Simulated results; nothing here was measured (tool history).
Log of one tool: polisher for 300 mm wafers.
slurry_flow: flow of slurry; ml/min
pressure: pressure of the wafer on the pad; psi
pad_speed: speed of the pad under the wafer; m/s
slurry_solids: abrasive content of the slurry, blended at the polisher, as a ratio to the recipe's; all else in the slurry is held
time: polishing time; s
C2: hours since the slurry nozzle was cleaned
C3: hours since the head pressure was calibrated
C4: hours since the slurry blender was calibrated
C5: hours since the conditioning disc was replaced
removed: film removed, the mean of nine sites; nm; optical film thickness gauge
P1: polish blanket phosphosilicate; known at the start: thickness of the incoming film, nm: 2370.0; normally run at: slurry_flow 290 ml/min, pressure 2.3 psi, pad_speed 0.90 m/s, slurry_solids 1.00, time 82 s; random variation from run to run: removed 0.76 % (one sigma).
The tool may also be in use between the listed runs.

{"run": 1, "day": 0.425, "slurry_flow": 290, "pressure": 2.3, "pad_speed": 0.9, "slurry_solids": 1.0, "time": 82, "wafers polished on this pad": 576, "C2": 192.2, "C3": 345.9, "C4": 111.9, "C5": 108.2, "removed": 403.83}
{"day": 0.967, "done": "slurry nozzle cleaned"}
{"run": 2, "day": 1.025, "slurry_flow": 290, "pressure": 2.3, "pad_speed": 0.9, "slurry_solids": 1.0, "time": 82, "wafers polished on this pad": 683, "C2": 1.4, "C3": 360.3, "C4": 126.3, "C5": 122.6, "removed": 409.31}
{"run": 3, "day": 1.388, "slurry_flow": 290, "pressure": 1.5, "pad_speed": 0.9, "slurry_solids": 1.0, "time": 82, "wafers polished on this pad": 748, "C2": 10.1, "C3": 369.0, "C4": 135.0, "C5": 131.3, "removed": 265.13}
{"run": 4, "day": 1.821, "slurry_flow": 290, "pressure": 2.3, "pad_speed": 0.9, "slurry_solids": 1.0, "time": 37, "wafers polished on this pad": 825, "C2": 20.5, "C3": 379.4, "C4": 145.4, "C5": 141.7, "removed": 184.52}
{"run": 5, "day": 2.296, "slurry_flow": 290, "pressure": 2.3, "pad_speed": 0.9, "slurry_solids": 1.0, "time": 82, "wafers polished on this pad": 909, "C2": 31.9, "C3": 390.8, "C4": 156.8, "C5": 153.1, "removed": 402.63}
{"run": 6, "day": 2.638, "slurry_flow": 290, "pressure": 2.3, "pad_speed": 0.44, "slurry_solids": 1.0, "time": 82, "wafers polished on this pad": 970, "C2": 40.1, "C3": 399.0, "C4": 165.0, "C5": 161.3, "removed": 227.47}
{"run": 7, "day": 3.004, "slurry_flow": 175, "pressure": 2.3, "pad_speed": 0.9, "slurry_solids": 1.0, "time": 82, "wafers polished on this pad": 1035, "C2": 48.9, "C3": 407.8, "C4": 173.8, "C5": 170.1, "removed": 386.36}
{"run": 8, "day": 3.629, "slurry_flow": 290, "pressure": 2.3, "pad_speed": 1.24, "slurry_solids": 1.0, "time": 82, "wafers polished on this pad": 1147, "C2": 63.9, "C3": 422.8, "C4": 188.8, "C5": 185.1, "removed": 518.92}
{"day": 3.825, "done": "slurry blender recalibrated"}
{"run": 9, "day": 3.946, "slurry_flow": 290, "pressure": 2.3, "pad_speed": 0.9, "slurry_solids": 1.0, "time": 82, "wafers polished on this pad": 1203, "C2": 71.5, "C3": 430.4, "C4": 3.0, "C5": 192.7, "removed": 404.74}
{"run": 10, "day": 4.421, "slurry_flow": 290, "pressure": 2.3, "pad_speed": 0.9, "slurry_solids": 0.6, "time": 82, "wafers polished on this pad": 1288, "C2": 82.9, "C3": 441.8, "C4": 14.4, "C5": 204.1, "removed": 312.16}
{"run": 11, "day": 4.95, "slurry_flow": 290, "pressure": 1.0, "pad_speed": 0.9, "slurry_solids": 1.25, "time": 82, "wafers polished on this pad": 1382, "C2": 95.6, "C3": 454.5, "C4": 27.1, "C5": 216.8, "removed": 196.33}
{"run": 12, "day": 5.354, "slurry_flow": 420, "pressure": 2.3, "pad_speed": 0.9, "slurry_solids": 1.0, "time": 82, "wafers polished on this pad": 1454, "C2": 105.3, "C3": 464.2, "C4": 36.8, "C5": 226.5, "removed": 420.19}
{"run": 13, "day": 5.862, "slurry_flow": 290, "pressure": 2.3, "pad_speed": 0.9, "slurry_solids": 1.0, "time": 118, "wafers polished on this pad": 1544, "C2": 117.5, "C3": 476.4, "C4": 49.0, "C5": 238.7, "removed": 590.38}
{"run": 14, "day": 6.262, "slurry_flow": 290, "pressure": 2.3, "pad_speed": 0.9, "slurry_solids": 0.55, "time": 115, "wafers polished on this pad": 1616, "C2": 127.1, "C3": 486.0, "C4": 58.6, "C5": 248.3, "removed": 418.49}
{"day": 6.45, "done": "head pressure recalibrated"}
{"run": 15, "day": 6.833, "slurry_flow": 290, "pressure": 2.3, "pad_speed": 0.9, "slurry_solids": 1.0, "time": 82, "wafers polished on this pad": 1717, "C2": 140.8, "C3": 9.2, "C4": 72.3, "C5": 262.0, "removed": 403.87}
{"run": 16, "day": 7.158, "slurry_flow": 290, "pressure": 3.4, "pad_speed": 0.9, "slurry_solids": 1.0, "time": 82, "wafers polished on this pad": 1775, "C2": 148.6, "C3": 17.0, "C4": 80.1, "C5": 269.8, "removed": 594.09}
{"run": 17, "day": 7.508, "slurry_flow": 290, "pressure": 2.3, "pad_speed": 0.9, "slurry_solids": 1.4, "time": 82, "wafers polished on this pad": 1838, "C2": 157.0, "C3": 25.4, "C4": 88.5, "C5": 278.2, "removed": 460.89}
{"run": 18, "day": 8.133, "slurry_flow": 290, "pressure": 2.3, "pad_speed": 0.9, "slurry_solids": 1.0, "time": 82, "wafers polished on this pad": 1949, "C2": 172.0, "C3": 40.4, "C4": 103.5, "C5": 293.2, "removed": 402.59}
{"run": 19, "day": 8.475, "slurry_flow": 290, "pressure": 2.3, "pad_speed": 0.9, "slurry_solids": 1.0, "time": 82, "wafers polished on this pad": 2010, "C2": 180.2, "C3": 48.6, "C4": 111.7, "C5": 301.4, "removed": 391.4}
{"run": 20, "day": 9.004, "slurry_flow": 290, "pressure": 2.3, "pad_speed": 0.9, "slurry_solids": 1.0, "time": 82, "wafers polished on this pad": 2104, "C2": 192.9, "C3": 61.3, "C4": 124.4, "C5": 314.1, "removed": 377.4}
{"run": 21, "day": 9.558, "slurry_flow": 290, "pressure": 2.3, "pad_speed": 0.9, "slurry_solids": 1.0, "time": 82, "wafers polished on this pad": 2203, "C2": 206.2, "C3": 74.6, "C4": 137.7, "C5": 327.4, "removed": 367.79}
{"run": 22, "day": 10.025, "slurry_flow": 290, "pressure": 2.3, "pad_speed": 0.9, "slurry_solids": 1.0, "time": 82, "wafers polished on this pad": 2286, "C2": 217.4, "C3": 85.8, "C4": 148.9, "C5": 338.6, "removed": 365.83}
{"run": 23, "day": 10.554, "slurry_flow": 290, "pressure": 2.3, "pad_speed": 0.9, "slurry_solids": 1.0, "time": 82, "wafers polished on this pad": 2380, "C2": 230.1, "C3": 98.5, "C4": 161.6, "C5": 351.3, "removed": 360.5}
{"day": 10.571, "done": "head pressure recalibrated"}
{"day": 11.075, "done": "conditioning disc replaced and pad reconditioned"}
{"run": 24, "day": 11.192, "slurry_flow": 290, "pressure": 2.3, "pad_speed": 0.9, "slurry_solids": 1.0, "time": 82, "wafers polished on this pad": 2493, "C2": 245.4, "C3": 15.0, "C4": 176.9, "C5": 2.8, "removed": 362.97}
{"run": 25, "day": 11.683, "slurry_flow": 290, "pressure": 2.3, "pad_speed": 0.9, "slurry_solids": 1.0, "time": 82, "wafers polished on this pad": 2581, "C2": 257.2, "C3": 26.8, "C4": 188.7, "C5": 14.6, "removed": 357.69}
{"run": 26, "day": 12.075, "slurry_flow": 290, "pressure": 2.3, "pad_speed": 0.9, "slurry_solids": 1.0, "time": 82, "wafers polished on this pad": 2651, "C2": 266.6, "C3": 36.2, "C4": 198.1, "C5": 24.0, "removed": 356.56}
{"run": 27, "day": 12.367, "slurry_flow": 290, "pressure": 2.3, "pad_speed": 0.9, "slurry_solids": 1.0, "time": 82, "wafers polished on this pad": 2703, "C2": 273.6, "C3": 43.2, "C4": 205.1, "C5": 31.0, "removed": 355.87}
{"run": 28, "day": 12.65, "slurry_flow": 290, "pressure": 2.3, "pad_speed": 0.9, "slurry_solids": 1.0, "time": 82, "wafers polished on this pad": 2753, "C2": 280.4, "C3": 50.0, "C4": 211.9, "C5": 37.8, "removed": 361.25}
{"run": 29, "day": 13.004, "slurry_flow": 290, "pressure": 2.3, "pad_speed": 0.9, "slurry_solids": 1.0, "time": 82, "wafers polished on this pad": 2816, "C2": 288.9, "C3": 58.5, "C4": 220.4, "C5": 46.3, "removed": 353.91}

What P1 gives has crept away from where it was. These 2 causes fit the log equally well, each at the size given:
A: removal rate lost through wear of the pad, % = 12.1
B: abrasive missing from the slurry, % = 23.3
The creep began at about day 8.133.
Why every other cause is out:
slurry flow missing at the pad, %: at most 40, which would move removed by -5.9 %: too little, or the wrong way
head's pressure below its setpoint, %: serviced at day 10.571, which brought nothing back
time polished since the conditioner stopped cutting, s: serviced at day 11.075, which brought nothing back

4 check runs are offered, each on 5 wafers whose results are averaged, their results left as question marks. Which one tells the causes apart?
{"run": "check 1", "day": 13.358, "slurry_flow": 290, "pressure": 2.3, "pad_speed": 0.9, "slurry_solids": 0.65, "time": 82, "removed": "?"}
{"run": "check 2", "day": 13.358, "slurry_flow": 290, "pressure": 2.3, "pad_speed": 1.1, "slurry_solids": 1.0, "time": 82, "removed": "?"}
{"run": "check 3", "day": 13.358, "slurry_flow": 290, "pressure": 3.2, "pad_speed": 0.9, "slurry_solids": 1.0, "time": 82, "removed": "?"}
{"run": "check 4", "day": 13.358, "slurry_flow": 405, "pressure": 2.3, "pad_speed": 0.9, "slurry_solids": 1.0, "time": 37, "removed": "?"}

What each check would give under each cause:
check=check_1 result=removed if_A=286.40 if_B=278.32
check=check_2 result=removed if_A=418.58 if_B=418.42
check=check_3 result=removed if_A=495.99 if_B=495.81
check=check_4 result=removed if_A=165.16 if_B=165.10
How far apart the two closest causes lie, in the result that separates them most: check 1 2.86 %; check 2 0.04 %; check 3 0.04 %; check 4 0.04 %
Only check 1 tells the causes apart: in the others they would give nearly the same result.

Check 1 was then run and gave: removed 285.48 nm. Which cause is it?

It is A: removal rate lost through wear of the pad, %.

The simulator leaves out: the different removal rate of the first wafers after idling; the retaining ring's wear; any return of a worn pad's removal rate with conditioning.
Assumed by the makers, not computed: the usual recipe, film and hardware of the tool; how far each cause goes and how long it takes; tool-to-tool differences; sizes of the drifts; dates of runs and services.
